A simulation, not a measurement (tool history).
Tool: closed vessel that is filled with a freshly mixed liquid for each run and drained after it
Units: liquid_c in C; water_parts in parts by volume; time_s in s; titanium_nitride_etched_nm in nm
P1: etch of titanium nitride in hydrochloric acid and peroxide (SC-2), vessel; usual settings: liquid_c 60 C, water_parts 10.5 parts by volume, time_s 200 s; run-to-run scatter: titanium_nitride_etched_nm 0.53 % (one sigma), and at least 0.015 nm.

run	day	liquid_c	water_parts	time_s	titanium_nitride_etched_nm
1	0.171	60	10.5	200	11.258
2	0.296	60	10.5	200	11.24
3	0.425	60	4	200	23.619
4	0.621	60	10.5	200	11.362
5	0.867	60	10.5	200	11.25
6	1.079	60	10.5	30	1.6789
7	1.288	60	10.5	350	19.748
8	1.408	45.5	10.5	120	2.5785
9	1.612	60	10.5	200	11.314
10	1.796	48.5	10.5	200	5.2923
11	1.996	60	18.5	200	6.8232
# day 2.004: thermometer replaced
# day 2.062: new drum of peroxide connected
12	2.112	47	14.5	200	3.6477
13	2.229	67.5	10.5	200	17.87
14	2.433	60	10.5	200	11.171
15	2.692	60	10.5	200	11.709
16	2.883	60	10.5	200	11.981
17	3.075	60	10.5	200	11.997
18	3.267	60	10.5	200	11.98
19	3.525	60	10.5	200	12.206
20	3.729	60	10.5	200	12.167
21	3.867	60	10.5	200	12.194
22	3.988	60	10.5	200	12.095

What P1 gives has crept away from where it was. These 2 causes fit the log equally well, each at the size given:
A: liquid hotter than its thermometer reads (K) = 1.29
B: chemicals flow above the setpoint (%) = 10.1
The creep began at about day 2.433.
Why every other cause is out:
peroxide weaker than its label (%): at most 8, which would move titanium_nitride_etched_nm by -7.4 %: too little, or the wrong way

4 check runs are offered, each on 5 wafers whose results are averaged, their results left as question marks. Which one tells the causes apart?
check 1	4.108	53	4	200	?
check 2	4.108	60	14	110	?
check 3	4.108	60	16	315	?
check 4	4.108	60	10.5	305	?

What each check would give under each cause:
check	result	if A	if B
check 1	titanium_nitride_etched_nm	16.28	15.942
check 2	titanium_nitride_etched_nm	5.2401	5.2561
check 3	titanium_nitride_etched_nm	13.339	13.398
check 4	titanium_nitride_etched_nm	18.598	18.589
How far apart the two closest causes lie, in the result that separates them most: check 1 2.1 %; check 2 0.3 %; check 3 0.45 %; check 4 0.04 %
Check 1 tells the causes apart: in the others they would give nearly the same result.

Check 1 was then run and gave: titanium_nitride_etched_nm 15.972 nm. Which cause is it?

It is B: chemicals flow above the setpoint (%).
